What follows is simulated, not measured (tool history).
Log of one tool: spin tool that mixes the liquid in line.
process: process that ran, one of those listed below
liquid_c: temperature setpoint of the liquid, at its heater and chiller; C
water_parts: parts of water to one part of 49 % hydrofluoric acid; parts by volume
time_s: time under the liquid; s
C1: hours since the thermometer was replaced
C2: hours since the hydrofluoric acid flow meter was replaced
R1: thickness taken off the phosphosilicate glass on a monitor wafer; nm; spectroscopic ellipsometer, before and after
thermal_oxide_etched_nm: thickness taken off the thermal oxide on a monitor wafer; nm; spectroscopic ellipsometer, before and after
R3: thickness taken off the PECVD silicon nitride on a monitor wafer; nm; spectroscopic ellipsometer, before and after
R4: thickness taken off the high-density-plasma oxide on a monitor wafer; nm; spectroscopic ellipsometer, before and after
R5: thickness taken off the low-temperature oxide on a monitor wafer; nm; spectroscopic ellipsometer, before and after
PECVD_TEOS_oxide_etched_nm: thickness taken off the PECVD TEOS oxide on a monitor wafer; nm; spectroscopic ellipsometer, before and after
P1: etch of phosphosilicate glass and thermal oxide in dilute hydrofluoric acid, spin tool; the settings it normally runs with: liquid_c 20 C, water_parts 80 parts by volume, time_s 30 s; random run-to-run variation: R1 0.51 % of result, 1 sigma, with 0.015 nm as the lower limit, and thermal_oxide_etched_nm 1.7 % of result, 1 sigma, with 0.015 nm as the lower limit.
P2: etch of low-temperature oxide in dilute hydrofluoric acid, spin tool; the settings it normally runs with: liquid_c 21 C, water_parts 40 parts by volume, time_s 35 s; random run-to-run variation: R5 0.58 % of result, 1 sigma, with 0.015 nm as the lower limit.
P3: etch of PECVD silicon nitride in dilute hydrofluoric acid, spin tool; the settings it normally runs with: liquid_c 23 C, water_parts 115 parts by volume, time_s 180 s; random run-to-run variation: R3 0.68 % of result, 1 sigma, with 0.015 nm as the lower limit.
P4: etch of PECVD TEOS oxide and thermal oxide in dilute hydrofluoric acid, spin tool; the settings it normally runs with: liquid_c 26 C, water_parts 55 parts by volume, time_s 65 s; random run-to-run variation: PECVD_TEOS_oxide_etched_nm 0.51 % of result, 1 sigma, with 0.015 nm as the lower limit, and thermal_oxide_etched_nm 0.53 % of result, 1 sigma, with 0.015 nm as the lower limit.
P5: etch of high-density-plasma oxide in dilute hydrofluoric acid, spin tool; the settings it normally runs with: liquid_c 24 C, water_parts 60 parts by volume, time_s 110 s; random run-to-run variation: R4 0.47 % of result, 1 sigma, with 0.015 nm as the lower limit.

Run 1, hour 10.7: process P1, liquid_c 20 C, water_parts 80 parts by volume, time_s 30 s; C1 292.5; C2 172.6. Result: R1 28.753 nm, thermal_oxide_etched_nm 1.4675 nm.
Run 2, hour 21.9: process P3, liquid_c 23 C, water_parts 115 parts by volume, time_s 90 s; C1 303.7; C2 183.8. Result: R3 1.503 nm.
Run 3, hour 32: process P3, liquid_c 23 C, water_parts 115 parts by volume, time_s 180 s; C1 313.8; C2 193.9. Result: R3 3.016 nm.
Run 4, hour 49.7: process P3, liquid_c 18 C, water_parts 115 parts by volume, time_s 180 s; C1 331.5; C2 211.6. Result: R3 2.1611 nm.
Run 5, hour 61.1: process P1, liquid_c 20 C, water_parts 80 parts by volume, time_s 30 s; C1 342.9; C2 223. Result: R1 28.626 nm, thermal_oxide_etched_nm 1.5022 nm.
Run 6, hour 75.6: process P5, liquid_c 24 C, water_parts 60 parts by volume, time_s 165 s; C1 357.4; C2 237.5. Result: R4 16.998 nm.
Run 7, hour 86.4: process P5, liquid_c 24 C, water_parts 60 parts by volume, time_s 110 s; C1 368.2; C2 248.3. Result: R4 11.333 nm.
Run 8, hour 102.1: process P1, liquid_c 20 C, water_parts 80 parts by volume, time_s 55 s; C1 383.9; C2 264. Result: R1 52.513 nm, thermal_oxide_etched_nm 2.7345 nm.
Run 9, hour 113.1: process P2, liquid_c 21 C, water_parts 40 parts by volume, time_s 35 s; C1 394.9; C2 275. Result: R5 20.885 nm.
Run 10, hour 121.5: process P1, liquid_c 20 C, water_parts 80 parts by volume, time_s 30 s; C1 403.3; C2 283.4. Result: R1 28.904 nm, thermal_oxide_etched_nm 1.4949 nm.
At hour 136: hydrofluoric acid flow meter replaced.
Run 11, hour 137.1: process P1, liquid_c 20 C, water_parts 45 parts by volume, time_s 30 s; C1 418.9; C2 1.1. Result: R1 53.067 nm, thermal_oxide_etched_nm 2.8223 nm.
Run 12, hour 152.8: process P1, liquid_c 20 C, water_parts 80 parts by volume, time_s 30 s; C1 434.6; C2 16.8. Result: R1 28.69 nm, thermal_oxide_etched_nm 1.5359 nm.
Run 13, hour 163.4: process P1, liquid_c 17 C, water_parts 80 parts by volume, time_s 30 s; C1 445.2; C2 27.4. Result: R1 25.4 nm, thermal_oxide_etched_nm 1.3063 nm.
Run 14, hour 177.8: process P1, liquid_c 17 C, water_parts 130 parts by volume, time_s 30 s; C1 459.6; C2 41.8. Result: R1 14.72 nm, thermal_oxide_etched_nm 0.75079 nm.
Run 15, hour 188.6: process P4, liquid_c 21.5 C, water_parts 55 parts by volume, time_s 65 s; C1 470.4; C2 52.6. Result: thermal_oxide_etched_nm 5.0506 nm, PECVD_TEOS_oxide_etched_nm 20.583 nm.
Run 16, hour 202.4: process P1, liquid_c 24.5 C, water_parts 80 parts by volume, time_s 30 s; C1 484.2; C2 66.4. Result: R1 34.602 nm, thermal_oxide_etched_nm 1.7671 nm.
Run 17, hour 215: process P4, liquid_c 26 C, water_parts 55 parts by volume, time_s 65 s; C1 496.8; C2 79. Result: thermal_oxide_etched_nm 6.1078 nm, PECVD_TEOS_oxide_etched_nm 24.811 nm.
Run 18, hour 226.8: process P2, liquid_c 21 C, water_parts 40 parts by volume, time_s 50 s; C1 508.6; C2 90.8. Result: R5 29.882 nm.
Run 19, hour 239.2: process P3, liquid_c 23 C, water_parts 50 parts by volume, time_s 180 s; C1 521; C2 103.2. Result: R3 6.8076 nm.
Run 20, hour 248.1: process P1, liquid_c 20 C, water_parts 80 parts by volume, time_s 30 s; C1 529.9; C2 112.1. Result: R1 28.668 nm, thermal_oxide_etched_nm 1.5082 nm.
Run 21, hour 262.5: process P1, liquid_c 27 C, water_parts 115 parts by volume, time_s 30 s; C1 544.3; C2 126.5. Result: R1 25.397 nm, thermal_oxide_etched_nm 1.3191 nm.
Run 22, hour 276.4: process P2, liquid_c 21 C, water_parts 25 parts by volume, time_s 35 s; C1 558.2; C2 140.4. Result: R5 33.913 nm.
Run 23, hour 292.7: process P5, liquid_c 24 C, water_parts 30 parts by volume, time_s 110 s; C1 574.5; C2 156.7. Result: R4 23.502 nm.
Run 24, hour 307.3: process P5, liquid_c 24 C, water_parts 60 parts by volume, time_s 110 s; C1 589.1; C2 171.3. Result: R4 11.296 nm.
Run 25, hour 321.8: process P2, liquid_c 26 C, water_parts 40 parts by volume, time_s 35 s; C1 603.6; C2 185.8. Result: R5 25.998 nm.
Run 26, hour 331.4: process P4, liquid_c 26 C, water_parts 90 parts by volume, time_s 65 s; C1 613.2; C2 195.4. Result: thermal_oxide_etched_nm 3.5344 nm, PECVD_TEOS_oxide_etched_nm 14.51 nm.
Run 27, hour 342.5: process P1, liquid_c 20 C, water_parts 115 parts by volume, time_s 30 s; C1 624.3; C2 206.5. Result: R1 19.221 nm, thermal_oxide_etched_nm 0.98855 nm.
Run 28, hour 355.7: process P1, liquid_c 20 C, water_parts 80 parts by volume, time_s 15 s; C1 637.5; C2 219.7. Result: R1 14.236 nm, thermal_oxide_etched_nm 0.76776 nm.
Run 29, hour 364.2: process P4, liquid_c 26 C, water_parts 55 parts by volume, time_s 15 s; C1 646; C2 228.2. Result: thermal_oxide_etched_nm 1.4044 nm, PECVD_TEOS_oxide_etched_nm 5.7164 nm.
Run 30, hour 379.9: process P5, liquid_c 20.5 C, water_parts 60 parts by volume, time_s 110 s; C1 661.7; C2 243.9. Result: R4 9.8188 nm.
Run 31, hour 397.4: process P1, liquid_c 20 C, water_parts 80 parts by volume, time_s 30 s; C1 679.2; C2 261.4. Result: R1 28.92 nm, thermal_oxide_etched_nm 1.5345 nm.
Run 32, hour 415: process P1, liquid_c 20 C, water_parts 80 parts by volume, time_s 30 s; C1 696.8; C2 279. Result: R1 29.595 nm, thermal_oxide_etched_nm 1.5393 nm.
Run 33, hour 428.8: process P1, liquid_c 20 C, water_parts 80 parts by volume, time_s 30 s; C1 710.6; C2 292.8. Result: R1 30.501 nm, thermal_oxide_etched_nm 1.6434 nm.
Run 34, hour 445.5: process P1, liquid_c 20 C, water_parts 80 parts by volume, time_s 30 s; C1 727.3; C2 309.5. Result: R1 30.981 nm, thermal_oxide_etched_nm 1.6106 nm.
Run 35, hour 462: process P1, liquid_c 20 C, water_parts 80 parts by volume, time_s 30 s; C1 743.8; C2 326. Result: R1 31.241 nm, thermal_oxide_etched_nm 1.5644 nm.
Run 36, hour 477.2: process P1, liquid_c 20 C, water_parts 80 parts by volume, time_s 30 s; C1 759; C2 341.2. Result: R1 31.405 nm, thermal_oxide_etched_nm 1.6152 nm.
Run 37, hour 487.6: process P1, liquid_c 20 C, water_parts 80 parts by volume, time_s 30 s; C1 769.4; C2 351.6. Result: R1 31.729 nm, thermal_oxide_etched_nm 1.6458 nm.
Run 38, hour 501.7: process P1, liquid_c 20 C, water_parts 80 parts by volume, time_s 30 s; C1 783.5; C2 365.7. Result: R1 31.583 nm, thermal_oxide_etched_nm 1.6509 nm.
Run 39, hour 518.3: process P1, liquid_c 20 C, water_parts 80 parts by volume, time_s 30 s; C1 800.1; C2 382.3. Result: R1 31.327 nm, thermal_oxide_etched_nm 1.6576 nm.
Run 40, hour 526.4: process P1, liquid_c 20 C, water_parts 80 parts by volume, time_s 30 s; C1 808.2; C2 390.4. Result: R1 31.422 nm, thermal_oxide_etched_nm 1.6076 nm.
Run 41, hour 536.7: process P1, liquid_c 20 C, water_parts 80 parts by volume, time_s 30 s; C1 818.5; C2 400.7. Result: R1 31.434 nm, thermal_oxide_etched_nm 1.6534 nm.

The log shows P1 creeping away from where it was. Any of the 2 causes listed here, at the size stated for it, fits the log just as well as the others:
A: hydrofluoric acid flow above the setpoint (%) = 9.13
B: liquid hotter than its thermometer reads (K) = 2.31
The process output started creeping at around hour 397.4.

Each of the 4 check runs below uses one wafer; its results are left as question marks. Which run tells the causes apart?
Run check 1, hour 547: process P5, liquid_c 24 C, water_parts 60 parts by volume, time_s 110 s. Result: R4 ?.
Run check 2, hour 547: process P2, liquid_c 21 C, water_parts 40 parts by volume, time_s 35 s. Result: R5 ?.
Run check 3, hour 547: process P4, liquid_c 26 C, water_parts 55 parts by volume, time_s 65 s. Result: thermal_oxide_etched_nm ?, PECVD_TEOS_oxide_etched_nm ?.
Run check 4, hour 547: process P3, liquid_c 23 C, water_parts 115 parts by volume, time_s 180 s. Result: R3 ?.

What every check run would give for each of its results, assuming each possible cause in turn:
  check                      result    if A    if B
check 1                          R4  12.452  12.446
check 2                          R5  22.951  23.079
check 3     thermal_oxide_etched_nm  6.6461  6.6368
check 3  PECVD_TEOS_oxide_etched_nm  27.324  27.285
check 4                          R3  3.2635  3.4828
How far apart the two closest causes lie, in the result that separates them most: check 1 0.05 %; check 2 0.56 %; check 3 0.14 %; check 4 6.5 %
Check 4 is the one run that separates the causes; every other check would come out nearly the same whichever cause is at work.

Check 4 has now been run. It gave: R3 3.5536 nm. Which of the candidate causes is it?

B is the cause: liquid hotter than its thermometer reads (K).
